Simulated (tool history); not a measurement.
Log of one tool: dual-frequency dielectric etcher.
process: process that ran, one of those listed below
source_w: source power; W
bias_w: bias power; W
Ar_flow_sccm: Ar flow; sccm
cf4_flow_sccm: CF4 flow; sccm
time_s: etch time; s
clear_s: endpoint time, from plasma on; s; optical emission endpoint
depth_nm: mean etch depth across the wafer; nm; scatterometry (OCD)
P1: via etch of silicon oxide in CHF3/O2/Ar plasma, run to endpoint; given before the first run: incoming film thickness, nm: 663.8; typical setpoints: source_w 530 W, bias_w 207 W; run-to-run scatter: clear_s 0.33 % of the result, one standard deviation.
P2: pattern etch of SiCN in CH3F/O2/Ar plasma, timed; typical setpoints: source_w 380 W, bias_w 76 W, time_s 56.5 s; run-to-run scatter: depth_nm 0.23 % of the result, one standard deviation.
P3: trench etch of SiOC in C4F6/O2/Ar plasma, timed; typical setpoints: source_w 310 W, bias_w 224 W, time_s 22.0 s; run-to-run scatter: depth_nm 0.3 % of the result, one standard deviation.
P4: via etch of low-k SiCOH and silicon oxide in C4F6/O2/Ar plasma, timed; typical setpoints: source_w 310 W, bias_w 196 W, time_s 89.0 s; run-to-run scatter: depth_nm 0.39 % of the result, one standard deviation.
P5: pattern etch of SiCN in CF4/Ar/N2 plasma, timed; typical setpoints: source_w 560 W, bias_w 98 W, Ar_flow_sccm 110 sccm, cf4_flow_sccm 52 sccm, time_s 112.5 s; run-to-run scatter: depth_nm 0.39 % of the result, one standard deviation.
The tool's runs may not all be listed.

run 1 hour=6.2 | process=P1 source_w=530 bias_w=207 | clear_s=342.14
run 2 hour=17.8 | process=P1 source_w=530 bias_w=207 | clear_s=341.00
run 3 hour=27.8 | process=P1 source_w=400 bias_w=207 | clear_s=379.82
run 4 hour=37.6 | process=P1 source_w=530 bias_w=207 | clear_s=342.10
run 5 hour=43.6 | process=P1 source_w=530 bias_w=207 | clear_s=341.44
run 6 hour=57.1 | process=P5 source_w=560 bias_w=98 Ar_flow_sccm=110 cf4_flow_sccm=52 time_s=72.5 | depth_nm=80.261
run 7 hour=63.1 | process=P2 source_w=380 bias_w=76 time_s=56.5 | depth_nm=21.770
run 8 hour=71.7 | process=P3 source_w=310 bias_w=224 time_s=22.0 | depth_nm=44.592
run 9 hour=79.1 | process=P5 source_w=560 bias_w=98 Ar_flow_sccm=110 cf4_flow_sccm=52 time_s=112.5 | depth_nm=125.350
run 10 hour=92.1 | process=P4 source_w=310 bias_w=196 time_s=53.0 | depth_nm=136.610
run 11 hour=103.0 | process=P4 source_w=310 bias_w=147 time_s=89.0 | depth_nm=209.710
run 12 hour=113.7 | process=P4 source_w=310 bias_w=196 time_s=89.0 | depth_nm=229.590
run 13 hour=122.1 | process=P3 source_w=310 bias_w=154 time_s=22.0 | depth_nm=39.423
run 14 hour=135.4 | process=P2 source_w=380 bias_w=76 time_s=83.5 | depth_nm=32.229
run 15 hour=149.0 | process=P5 source_w=560 bias_w=98 Ar_flow_sccm=110 cf4_flow_sccm=71 time_s=112.5 | depth_nm=130.590
run 16 hour=158.0 | process=P3 source_w=430 bias_w=224 time_s=22.0 | depth_nm=50.467
run 17 hour=167.9 | process=P2 source_w=260 bias_w=76 time_s=56.5 | depth_nm=18.927
run 18 hour=177.5 | process=P1 source_w=530 bias_w=144 | clear_s=385.16
-- hour=183.8 source power generator calibrated
run 19 hour=184.8 | process=P3 source_w=310 bias_w=224 time_s=22.0 | depth_nm=44.419
run 20 hour=194.3 | process=P1 source_w=530 bias_w=271 | clear_s=309.99
run 21 hour=200.9 | process=P5 source_w=760 bias_w=98 Ar_flow_sccm=110 cf4_flow_sccm=52 time_s=112.5 | depth_nm=161.530
run 22 hour=214.3 | process=P1 source_w=330 bias_w=125 | clear_s=487.18
run 23 hour=222.3 | process=P5 source_w=560 bias_w=118 Ar_flow_sccm=110 cf4_flow_sccm=52 time_s=112.5 | depth_nm=132.910
run 24 hour=232.9 | process=P4 source_w=310 bias_w=196 time_s=89.0 | depth_nm=229.760
run 25 hour=244.4 | process=P5 source_w=560 bias_w=98 Ar_flow_sccm=72 cf4_flow_sccm=52 time_s=112.5 | depth_nm=132.650
run 26 hour=251.4 | process=P2 source_w=380 bias_w=91 time_s=56.5 | depth_nm=23.294
run 27 hour=264.8 | process=P1 source_w=530 bias_w=207 | clear_s=342.04
run 28 hour=273.5 | process=P5 source_w=560 bias_w=98 Ar_flow_sccm=110 cf4_flow_sccm=52 time_s=112.5 | depth_nm=124.670
run 29 hour=279.5 | process=P1 source_w=530 bias_w=207 | clear_s=342.47
run 30 hour=287.3 | process=P4 source_w=180 bias_w=196 time_s=89.0 | depth_nm=186.120
run 31 hour=294.2 | process=P3 source_w=310 bias_w=224 time_s=13.0 | depth_nm=26.261
run 32 hour=306.5 | process=P1 source_w=750 bias_w=207 | clear_s=301.16
run 33 hour=313.0 | process=P1 source_w=530 bias_w=207 | clear_s=343.89
run 34 hour=326.1 | process=P1 source_w=530 bias_w=207 | clear_s=343.09
run 35 hour=338.6 | process=P1 source_w=530 bias_w=207 | clear_s=345.76
run 36 hour=345.3 | process=P1 source_w=530 bias_w=207 | clear_s=346.42
run 37 hour=352.9 | process=P1 source_w=530 bias_w=207 | clear_s=345.91
-- hour=355.6 wet clean of the chamber
run 38 hour=366.7 | process=P1 source_w=530 bias_w=207 | clear_s=348.10
run 39 hour=374.4 | process=P1 source_w=530 bias_w=207 | clear_s=347.28
run 40 hour=383.4 | process=P1 source_w=530 bias_w=207 | clear_s=345.43
run 41 hour=390.5 | process=P1 source_w=530 bias_w=207 | clear_s=348.56
run 42 hour=402.0 | process=P1 source_w=530 bias_w=207 | clear_s=345.99
run 43 hour=411.1 | process=P1 source_w=530 bias_w=207 | clear_s=347.80

Something has made what P1 gives creep away from where it was; the 2 causes below, each at its own stated size, fit the log equally well:
A: source power that arrives under what is set, % = 4.21
B: bias power that arrives under what is set, % = 4.59
Onset of the creep was near hour 313.0.
Other possible causes, and why each is ruled out:
chamber walls in a state that lowers the etch rate, %: serviced after onset, at hour 355.6, with no recovery of the prior output

You are offered 4 check runs, listed below with question marks in place of their results; each one averages 2 wafers. Which run separates the listed causes by giving clearly different results for each?
run check 1 hour=420.2 | process=P3 source_w=410 bias_w=224 time_s=15.0 | depth_nm=?
run check 2 hour=420.2 | process=P4 source_w=210 bias_w=196 time_s=72.5 | depth_nm=?
run check 3 hour=420.2 | process=P2 source_w=260 bias_w=76 time_s=78.0 | depth_nm=?
run check 4 hour=420.2 | process=P5 source_w=560 bias_w=98 Ar_flow_sccm=75 cf4_flow_sccm=52 time_s=112.5 | depth_nm=?

If the cause were each of the candidates in turn, the checks would give the following:
check=check_1 result=depth_nm if_A=33.232 if_B=33.268
check=check_2 result=depth_nm if_A=158.310 if_B=158.420
check=check_3 result=depth_nm if_A=25.723 if_B=25.690
check=check_4 result=depth_nm if_A=126.980 if_B=129.620
How far apart the two closest causes lie, in the result that separates them most: check 1 0.11 %; check 2 0.07 %; check 3 0.13 %; check 4 2.06 %
Only in check 4 would the causes give clearly different results; in the remaining checks their results would be nearly the same.

The results of check 4 are: depth_nm 127.320 nm. Based on these, which of the listed causes is it?

It is A: source power that arrives under what is set, %.

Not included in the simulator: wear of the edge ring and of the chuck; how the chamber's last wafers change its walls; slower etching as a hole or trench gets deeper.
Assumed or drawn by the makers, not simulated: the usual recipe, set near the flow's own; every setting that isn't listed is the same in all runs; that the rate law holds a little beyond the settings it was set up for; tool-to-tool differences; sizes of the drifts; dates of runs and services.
